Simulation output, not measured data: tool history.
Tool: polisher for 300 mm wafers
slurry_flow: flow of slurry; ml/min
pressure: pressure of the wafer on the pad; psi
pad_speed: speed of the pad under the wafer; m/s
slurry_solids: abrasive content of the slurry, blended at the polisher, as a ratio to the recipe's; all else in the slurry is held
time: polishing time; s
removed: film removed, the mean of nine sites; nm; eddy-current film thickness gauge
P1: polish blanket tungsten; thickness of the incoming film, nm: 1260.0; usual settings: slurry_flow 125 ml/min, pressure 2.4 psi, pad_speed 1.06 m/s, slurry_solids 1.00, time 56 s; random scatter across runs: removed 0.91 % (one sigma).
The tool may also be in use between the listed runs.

run    day  slurry_flow  pressure  pad_speed  slurry_solids  time  removed
  1  0.138          125       2.4       1.06           1.00    56  167.740
  2  0.258          125       2.4       1.48           1.30    56  248.530
  3  0.371          125       1.2       1.06           1.00    56   83.737
  4  0.521          125       2.4       1.06           1.00    56  165.840
  5  0.696          125       2.4       1.06           1.00    37  110.810
  6  0.862          125       2.4       1.06           1.00    56  166.690
     0.967  -- slurry blender recalibrated
  7  1.033          125       2.4       1.48           1.00    56  231.000
  8  1.142          125       1.6       1.06           1.00    84  167.240
  9  1.379          125       2.4       1.06           0.55    56  144.770
 10  1.612          125       2.4       0.72           1.00    56  113.600
     1.683  -- slurry tank refilled with fresh slurry and peroxide
 11  1.862          125       1.6       1.06           0.75    56  104.950
 12  2.104          125       2.4       1.06           1.00    84  252.520
 13  2.317          165       2.4       1.06           1.00    56  175.960
 14  2.479          125       2.4       1.06           1.45    56  182.570
 15  2.704          125       2.4       1.06           1.00    56  168.100
 16  2.888           75       2.4       1.06           1.00    56  146.220

The next listed run, before its measurement:
 17  3.117          125       3.4       1.06           1.00    56        ?

{"run 17": {"removed": 237.15}}

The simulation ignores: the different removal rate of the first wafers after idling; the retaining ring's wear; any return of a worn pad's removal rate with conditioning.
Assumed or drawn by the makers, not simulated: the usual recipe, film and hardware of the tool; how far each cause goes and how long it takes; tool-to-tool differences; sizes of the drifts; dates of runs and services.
